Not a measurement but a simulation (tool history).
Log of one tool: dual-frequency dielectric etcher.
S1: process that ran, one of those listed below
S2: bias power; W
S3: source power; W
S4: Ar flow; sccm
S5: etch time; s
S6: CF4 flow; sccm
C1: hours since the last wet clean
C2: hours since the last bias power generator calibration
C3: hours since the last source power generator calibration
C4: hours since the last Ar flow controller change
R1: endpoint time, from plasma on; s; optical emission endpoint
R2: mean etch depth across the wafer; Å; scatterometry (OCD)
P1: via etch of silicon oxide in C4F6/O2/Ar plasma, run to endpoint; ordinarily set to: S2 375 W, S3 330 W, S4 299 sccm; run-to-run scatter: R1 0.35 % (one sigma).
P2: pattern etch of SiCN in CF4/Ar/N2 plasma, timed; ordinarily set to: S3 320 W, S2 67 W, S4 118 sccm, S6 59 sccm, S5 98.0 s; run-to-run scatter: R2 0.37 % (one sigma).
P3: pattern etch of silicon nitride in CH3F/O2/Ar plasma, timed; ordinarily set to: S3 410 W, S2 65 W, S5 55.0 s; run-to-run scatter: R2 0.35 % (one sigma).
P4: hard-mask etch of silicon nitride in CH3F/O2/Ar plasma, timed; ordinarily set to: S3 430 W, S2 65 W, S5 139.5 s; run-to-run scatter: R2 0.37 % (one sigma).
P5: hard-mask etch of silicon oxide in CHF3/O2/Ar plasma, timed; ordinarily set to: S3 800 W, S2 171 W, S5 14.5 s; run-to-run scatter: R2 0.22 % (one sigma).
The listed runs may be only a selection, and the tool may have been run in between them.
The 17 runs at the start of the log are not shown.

Run 18, day 3.954: S1 P4, S2 65 W, S3 430 W, S5 139.5 s; C1 201.4; C2 1323.8; C3 1354.6; C4 1389.3. Result: R2 960.97 Å.
Run 19, day 4.196: S1 P5, S2 171 W, S3 800 W, S5 14.5 s; C1 207.2; C2 1329.6; C3 1360.4; C4 1395.1. Result: R2 322.84 Å.
Run 20, day 4.417: S1 P2, S2 67 W, S3 320 W, S4 118 sccm, S5 98.0 s, S6 59 sccm; C1 212.5; C2 1334.9; C3 1365.7; C4 1400.4. Result: R2 585.61 Å.
Run 21, day 4.629: S1 P2, S2 41 W, S3 320 W, S4 118 sccm, S5 98.0 s, S6 59 sccm; C1 217.6; C2 1340.0; C3 1370.8; C4 1405.5. Result: R2 488.57 Å.
Run 22, day 4.888: S1 P2, S2 67 W, S3 320 W, S4 72 sccm, S5 98.0 s, S6 59 sccm; C1 223.8; C2 1346.2; C3 1377.0; C4 1411.7. Result: R2 628.74 Å.
Run 23, day 5.054: S1 P1, S2 375 W, S3 230 W, S4 370 sccm; C1 227.8; C2 1350.2; C3 1381.0; C4 1415.7. Result: R1 38.903 s.
Run 24, day 5.300: S1 P2, S2 67 W, S3 320 W, S4 118 sccm, S5 126.0 s, S6 59 sccm; C1 233.7; C2 1356.1; C3 1386.9; C4 1421.6. Result: R2 751.36 Å.
Run 25, day 5.538: S1 P1, S2 273 W, S3 330 W, S4 299 sccm; C1 239.4; C2 1361.8; C3 1392.6; C4 1427.3. Result: R1 37.379 s.
Run 26, day 5.667: S1 P5, S2 171 W, S3 800 W, S5 21.5 s; C1 242.5; C2 1364.9; C3 1395.7; C4 1430.4. Result: R2 478.29 Å.
Run 27, day 5.929: S1 P1, S2 483 W, S3 330 W, S4 299 sccm; C1 248.8; C2 1371.2; C3 1402.0; C4 1436.7. Result: R1 30.426 s.
Run 28, day 6.167: S1 P1, S2 375 W, S3 330 W, S4 299 sccm; C1 254.5; C2 1376.9; C3 1407.7; C4 1442.4. Result: R1 33.454 s.
Run 29, day 6.350: S1 P1, S2 375 W, S3 390 W, S4 219 sccm; C1 258.9; C2 1381.3; C3 1412.1; C4 1446.8. Result: R1 30.297 s.
Run 30, day 6.554: S1 P3, S2 65 W, S3 510 W, S5 55.0 s; C1 263.8; C2 1386.2; C3 1417.0; C4 1451.7. Result: R2 406.69 Å.

The next listed run, before its measurement:
Run 31, day 6.812: S1 P2, S2 67 W, S3 200 W, S4 118 sccm, S5 98.0 s, S6 59 sccm; C1 270.0; C2 1392.4; C3 1423.2; C4 1457.9. Result: R2 ?.

Run 31 produced R2 387.01 Å.
